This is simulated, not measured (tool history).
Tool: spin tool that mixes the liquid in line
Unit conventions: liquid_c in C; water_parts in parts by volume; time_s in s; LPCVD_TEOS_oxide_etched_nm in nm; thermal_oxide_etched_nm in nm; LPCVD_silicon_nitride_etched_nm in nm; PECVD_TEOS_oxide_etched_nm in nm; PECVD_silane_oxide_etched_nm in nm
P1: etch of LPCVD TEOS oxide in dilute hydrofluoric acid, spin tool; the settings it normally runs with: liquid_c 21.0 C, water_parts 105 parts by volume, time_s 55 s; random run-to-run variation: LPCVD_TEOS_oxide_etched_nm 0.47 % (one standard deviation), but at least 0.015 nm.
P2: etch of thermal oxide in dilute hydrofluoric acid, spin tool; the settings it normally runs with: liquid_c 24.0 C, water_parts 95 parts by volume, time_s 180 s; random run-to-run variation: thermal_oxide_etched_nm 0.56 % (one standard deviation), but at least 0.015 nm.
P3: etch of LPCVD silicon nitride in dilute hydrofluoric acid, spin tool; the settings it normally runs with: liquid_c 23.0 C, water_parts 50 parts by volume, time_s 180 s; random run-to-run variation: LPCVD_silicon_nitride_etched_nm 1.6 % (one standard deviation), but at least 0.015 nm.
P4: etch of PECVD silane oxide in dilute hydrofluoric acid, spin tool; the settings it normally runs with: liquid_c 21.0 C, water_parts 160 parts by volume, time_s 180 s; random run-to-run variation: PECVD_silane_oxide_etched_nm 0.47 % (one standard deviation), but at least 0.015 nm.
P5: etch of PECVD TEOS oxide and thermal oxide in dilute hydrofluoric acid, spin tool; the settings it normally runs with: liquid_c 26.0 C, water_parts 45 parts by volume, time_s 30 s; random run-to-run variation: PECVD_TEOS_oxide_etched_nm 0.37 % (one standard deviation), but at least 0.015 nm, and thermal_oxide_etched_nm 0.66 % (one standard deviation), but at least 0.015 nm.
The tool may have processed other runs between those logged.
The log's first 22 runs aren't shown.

run   hour  process  liquid_c  water_parts  time_s  LPCVD_TEOS_oxide_etched_nm  thermal_oxide_etched_nm  LPCVD_silicon_nitride_etched_nm  PECVD_TEOS_oxide_etched_nm  PECVD_silane_oxide_etched_nm
 23  250.3       P5      26.0           45      15                                               1.9019                                                        5.544
 24  266.0       P1      21.0          175      55                      6.2724
 25  276.3       P1      21.0          105     105                     21.7410
 26  285.9       P2      24.0           95     180                                               8.7399
 27  299.8       P2      24.0          180     180                                               4.1642
 28  307.8       P3      23.0           50     360                                                                                3.2722
 29  321.0       P1      21.0           30      55                     43.4140
 30  328.6       P1      27.0          105      55                     14.4070
 31  342.1       P1      21.0          165     110                     13.5240
 32  356.0       P1      21.0          105      55                     11.3700

What does the tool deliver on the next run?
 33  366.2       P1      21.0          105      55                           ?

LPCVD_TEOS_oxide_etched_nm: 11.8030 nm

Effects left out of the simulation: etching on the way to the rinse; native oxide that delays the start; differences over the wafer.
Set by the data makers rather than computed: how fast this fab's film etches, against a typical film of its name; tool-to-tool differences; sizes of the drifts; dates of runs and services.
